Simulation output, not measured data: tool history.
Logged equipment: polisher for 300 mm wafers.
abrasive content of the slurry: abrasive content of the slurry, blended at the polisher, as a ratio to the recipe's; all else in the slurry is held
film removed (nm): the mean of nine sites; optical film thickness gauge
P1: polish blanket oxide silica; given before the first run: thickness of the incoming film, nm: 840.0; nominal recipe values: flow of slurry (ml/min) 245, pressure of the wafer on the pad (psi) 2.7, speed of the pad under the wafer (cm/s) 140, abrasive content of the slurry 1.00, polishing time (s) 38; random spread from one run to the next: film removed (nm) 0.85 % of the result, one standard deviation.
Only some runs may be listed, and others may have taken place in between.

run,hour,flow of slurry (ml/min),pressure of the wafer on the pad (psi),speed of the pad under the wafer (cm/s),abrasive content of the slurry,polishing time (s),wafers polished on this pad,hours since the slurry nozzle was cleaned,hours since the head pressure was calibrated,hours since the slurry blender was calibrated,hours since the conditioning disc was replaced,film removed (nm)
1,17.5,245,2.7,140,1.00,38,683,62.3,968.5,72.1,278.8,85.562
2,30.7,245,2.7,212,1.00,38,857,75.5,981.7,85.3,292.0,117.790
3,40.7,245,2.7,140,1.00,38,988,85.5,991.7,95.3,302.0,86.463
4,52.5,345,2.7,140,1.00,38,1143,97.3,1003.5,107.1,313.8,88.049
5,64.6,245,2.7,140,1.00,38,1302,109.4,1015.6,119.2,325.9,86.350
6,74.7,245,2.7,140,0.55,38,1434,119.5,1025.7,129.3,336.0,62.866
7,87.2,245,2.7,140,1.00,17,1598,132.0,1038.2,141.8,348.5,38.383
8,105.6,245,2.7,140,1.00,38,1840,150.4,1056.6,160.2,366.9,85.441
9,114.6,245,2.7,140,1.35,38,1958,159.4,1065.6,169.2,375.9,97.203
10,124.5,245,2.7,140,0.75,48,2088,169.3,1075.5,179.1,385.8,94.436
11,135.6,245,2.7,140,1.00,38,2234,180.4,1086.6,190.2,396.9,85.714
12,148.7,145,2.7,140,1.00,38,2406,193.5,1099.7,203.3,410.0,79.765
13,163.3,245,3.7,140,1.00,38,2597,208.1,1114.3,217.9,424.6,115.250
14,177.9,245,2.7,94,1.00,38,2789,222.7,1128.9,232.5,439.2,61.904
15,193.7,245,1.2,140,1.00,38,2996,238.5,1144.7,248.3,455.0,38.342
16,202.2,245,2.7,140,1.00,50,3108,247.0,1153.2,256.8,463.5,112.420
17,216.8,245,2.7,140,1.00,38,3300,261.6,1167.8,271.4,478.1,86.326
18,226.7,245,2.7,140,1.00,38,3430,271.5,1177.7,281.3,488.0,84.903
19,243.8,245,2.7,140,1.00,38,3654,288.6,1194.8,298.4,505.1,79.380
20,253.9,245,2.7,140,1.00,38,3787,298.7,1204.9,308.5,515.2,76.728
# hour 257.8: head pressure recalibrated
# hour 261.8: conditioning disc replaced and pad reconditioned
# hour 271.0: slurry nozzle cleaned
21,272.5,245,2.7,140,1.00,38,4031,1.6,14.7,327.1,10.8,75.535
22,282.4,245,2.7,140,1.00,38,4161,11.5,24.6,337.0,20.7,77.075
23,291.7,245,2.7,140,1.00,38,4283,20.8,33.9,346.3,30.0,75.361
24,300.8,245,2.7,140,1.00,38,4402,29.9,43.0,355.4,39.1,75.713

The output of P1 has drifted from where it used to be. Each of the 2 causes below, taken at the size shown beside it, accounts for the log equally well:
A: removal rate lost through wear of the pad, % = 12.4
B: abrasive missing from the slurry, % = 23.7
At approximately hour 226.7, the process output began to creep.
All other causes, with the reason each is excluded:
slurry flow missing at the pad, %: its service at hour 271.0 followed the start of the drift and did not put the process back to its old value
head's pressure below its setpoint, %: its service at hour 257.8 followed the start of the drift and did not put the process back to its old value
time polished since the conditioner stopped cutting, s: its service at hour 261.8 followed the start of the drift and did not put the process back to its old value

You are offered 4 check runs, listed below with question marks in place of their results; each one averages 5 wafers. Which run separates the listed causes by giving clearly different results for each?
check 1,309.9,245,1.3,140,1.00,23,,,,,,?
check 2,309.9,195,3.6,140,1.00,38,,,,,,?
check 3,309.9,320,2.7,140,0.65,38,,,,,,?
check 4,309.9,145,1.8,140,1.00,38,,,,,,?

Predicted outcomes, by check and by cause:
check,result,if A,if B
check 1,film removed (nm),21.894,21.901
check 2,film removed (nm),97.443,97.474
check 3,film removed (nm),61.915,60.178
check 4,film removed (nm),46.537,46.551
Smallest distance between any two causes, each pair judged by its most separating result, in per cent: check 1 0.03 %; check 2 0.03 %; check 3 2.85 %; check 4 0.03 %
The other checks would show nearly matching results whichever cause is true, so check 3 is the only one that separates the causes.

Check 3 was carried out, with these results: film removed (nm) 61.920. Which of the listed causes is responsible?

A is the cause: removal rate lost through wear of the pad, %.
